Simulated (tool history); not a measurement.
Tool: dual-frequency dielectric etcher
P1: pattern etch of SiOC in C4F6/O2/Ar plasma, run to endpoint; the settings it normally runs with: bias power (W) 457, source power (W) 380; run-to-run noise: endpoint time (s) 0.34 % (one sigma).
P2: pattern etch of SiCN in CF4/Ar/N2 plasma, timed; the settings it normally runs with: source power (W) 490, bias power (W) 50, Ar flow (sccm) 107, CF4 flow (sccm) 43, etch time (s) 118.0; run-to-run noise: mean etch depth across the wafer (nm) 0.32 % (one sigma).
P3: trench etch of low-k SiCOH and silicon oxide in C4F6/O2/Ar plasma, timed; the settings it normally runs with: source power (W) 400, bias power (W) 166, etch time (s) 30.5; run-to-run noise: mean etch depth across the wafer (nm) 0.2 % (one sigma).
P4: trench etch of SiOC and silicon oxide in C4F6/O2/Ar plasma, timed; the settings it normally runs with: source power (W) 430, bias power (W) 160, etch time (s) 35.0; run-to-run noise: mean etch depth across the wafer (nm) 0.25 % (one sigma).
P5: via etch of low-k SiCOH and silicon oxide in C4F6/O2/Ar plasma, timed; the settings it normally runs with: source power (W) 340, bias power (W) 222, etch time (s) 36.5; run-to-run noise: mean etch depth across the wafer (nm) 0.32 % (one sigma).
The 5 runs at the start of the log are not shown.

run	day	process that ran	bias power (W)	source power (W)	etch time (s)	Ar flow (sccm)	CF4 flow (sccm)	hours since the last wet clean	hours since the last bias power generator calibration	hours since the last source power generator calibration	endpoint time (s)	mean etch depth across the wafer (nm)
6	2.817	P3	211	400	30.5			311.6	1189.9	1640.8		99.447
7	3.108	P1	457	380				318.6	1196.9	1647.8	15.175	
8	3.596	P4	160	430	35.0			330.3	1208.6	1659.5		68.946
9	3.904	P2	50	490	118.0	84	43	337.7	1216.0	1666.9		92.422
10	4.233	P2	50	490	118.0	107	35	345.6	1223.9	1674.8		84.892
11	4.758	P1	457	230				358.2	1236.5	1687.4	18.241	
12	5.012	P2	50	620	118.0	107	43	364.3	1242.6	1693.5		109.490
13	5.388	P5	222	250	36.5			373.3	1251.6	1702.5		84.278
14	5.638	P1	457	380				379.3	1257.6	1708.5	15.264	
15	5.983	P5	306	340	36.5			387.6	1265.9	1716.8		106.410
16	6.488	P1	457	480				399.7	1278.0	1728.9	13.883	
17	6.879	P1	533	440				409.1	1287.4	1738.3	13.631	
18	7.212	P3	166	400	30.5			417.1	1295.4	1746.3		91.721
19	7.554	P2	32	490	118.0	107	43	425.3	1303.6	1754.5		75.987
20	7.979	P5	222	340	20.0			435.5	1313.8	1764.7		51.894
21	8.271	P1	354	240				442.5	1320.8	1771.7	19.747	
22	8.575	P3	166	310	30.5			449.8	1328.1	1779.0		83.123
23	8.967	P1	457	380				459.2	1337.5	1788.4	15.173	
24	9.346	P5	222	340	36.5			468.3	1346.6	1797.5		94.769
25	9.692	P4	225	430	35.0			476.6	1354.9	1805.8		76.992
26	10.117	P2	50	490	118.0	107	43	486.8	1365.1	1816.0		88.582

Expected results for the next run?
27	10.375	P2	50	490	118.0	107	43	493.0	1371.3	1822.2		?

Run 27 came out at mean etch depth across the wafer (nm) 88.002.
